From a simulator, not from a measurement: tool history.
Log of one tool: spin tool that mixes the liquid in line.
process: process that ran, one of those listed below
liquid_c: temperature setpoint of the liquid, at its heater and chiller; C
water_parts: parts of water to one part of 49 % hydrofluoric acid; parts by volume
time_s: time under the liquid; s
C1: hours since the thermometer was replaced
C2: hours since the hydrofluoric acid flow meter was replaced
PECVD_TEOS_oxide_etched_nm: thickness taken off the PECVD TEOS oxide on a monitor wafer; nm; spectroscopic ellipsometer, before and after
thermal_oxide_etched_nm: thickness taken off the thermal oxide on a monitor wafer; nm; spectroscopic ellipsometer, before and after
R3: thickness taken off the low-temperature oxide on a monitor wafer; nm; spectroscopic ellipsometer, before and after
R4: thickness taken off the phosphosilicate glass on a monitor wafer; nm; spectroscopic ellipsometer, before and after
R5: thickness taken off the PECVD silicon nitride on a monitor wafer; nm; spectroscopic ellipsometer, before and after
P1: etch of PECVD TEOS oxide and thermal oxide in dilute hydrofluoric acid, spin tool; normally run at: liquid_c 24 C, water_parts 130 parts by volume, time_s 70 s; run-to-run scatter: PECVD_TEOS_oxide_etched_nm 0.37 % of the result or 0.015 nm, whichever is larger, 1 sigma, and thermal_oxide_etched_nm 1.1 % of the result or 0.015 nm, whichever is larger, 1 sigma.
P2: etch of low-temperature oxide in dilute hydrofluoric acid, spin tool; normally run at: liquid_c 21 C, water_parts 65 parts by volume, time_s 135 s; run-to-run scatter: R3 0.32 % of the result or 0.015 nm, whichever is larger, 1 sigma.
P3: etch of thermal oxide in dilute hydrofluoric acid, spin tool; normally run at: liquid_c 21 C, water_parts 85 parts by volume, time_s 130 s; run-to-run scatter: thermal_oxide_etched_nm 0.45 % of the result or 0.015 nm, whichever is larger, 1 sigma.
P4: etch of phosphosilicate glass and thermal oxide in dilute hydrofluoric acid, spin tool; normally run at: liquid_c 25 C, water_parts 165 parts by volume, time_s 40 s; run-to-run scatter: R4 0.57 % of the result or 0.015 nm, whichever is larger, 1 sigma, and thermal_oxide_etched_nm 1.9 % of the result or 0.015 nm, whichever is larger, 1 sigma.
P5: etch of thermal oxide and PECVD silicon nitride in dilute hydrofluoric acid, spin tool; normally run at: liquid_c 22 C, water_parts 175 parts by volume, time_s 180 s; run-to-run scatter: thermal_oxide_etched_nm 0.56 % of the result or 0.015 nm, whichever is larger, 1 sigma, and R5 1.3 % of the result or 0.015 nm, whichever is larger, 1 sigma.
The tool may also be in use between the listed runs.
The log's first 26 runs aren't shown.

{"run": 27, "hour": 274.0, "process": "P4", "liquid_c": 25, "water_parts": 165, "time_s": 40, "C1": 517, "C2": 1078, "thermal_oxide_etched_nm": 1.0809, "R4": 42.448}
{"run": 28, "hour": 287.7, "process": "P1", "liquid_c": 17, "water_parts": 80, "time_s": 70, "C1": 530.7, "C2": 1091.7, "PECVD_TEOS_oxide_etched_nm": 17.156, "thermal_oxide_etched_nm": 3.1739}
{"run": 29, "hour": 299.0, "process": "P5", "liquid_c": 22, "water_parts": 55, "time_s": 180, "C1": 542, "C2": 1103, "thermal_oxide_etched_nm": 14.326, "R5": 4.9884}
{"run": 30, "hour": 313.1, "process": "P3", "liquid_c": 21, "water_parts": 85, "time_s": 20, "C1": 556.1, "C2": 1117.1, "thermal_oxide_etched_nm": 0.96918}
{"run": 31, "hour": 322.7, "process": "P5", "liquid_c": 22, "water_parts": 175, "time_s": 20, "C1": 565.7, "C2": 1126.7, "thermal_oxide_etched_nm": 0.43536, "R5": 0.18124}
{"run": 32, "hour": 331.3, "process": "P2", "liquid_c": 21, "water_parts": 65, "time_s": 135, "C1": 574.3, "C2": 1135.3, "R3": 35.876}
{"run": 33, "hour": 344.5, "process": "P1", "liquid_c": 24, "water_parts": 130, "time_s": 70, "C1": 587.5, "C2": 1148.5, "PECVD_TEOS_oxide_etched_nm": 13.268, "thermal_oxide_etched_nm": 2.512}
{"run": 34, "hour": 353.1, "process": "P1", "liquid_c": 24, "water_parts": 130, "time_s": 70, "C1": 596.1, "C2": 1157.1, "PECVD_TEOS_oxide_etched_nm": 13.583, "thermal_oxide_etched_nm": 2.5683}

The next listed run, before its measurement:
{"run": 35, "hour": 364.7, "process": "P1", "liquid_c": 24, "water_parts": 130, "time_s": 70, "C1": 607.7, "C2": 1168.7, "PECVD_TEOS_oxide_etched_nm": "?", "thermal_oxide_etched_nm": "?"}

Run 35 gave PECVD_TEOS_oxide_etched_nm 13.878 nm, thermal_oxide_etched_nm 2.5908 nm.
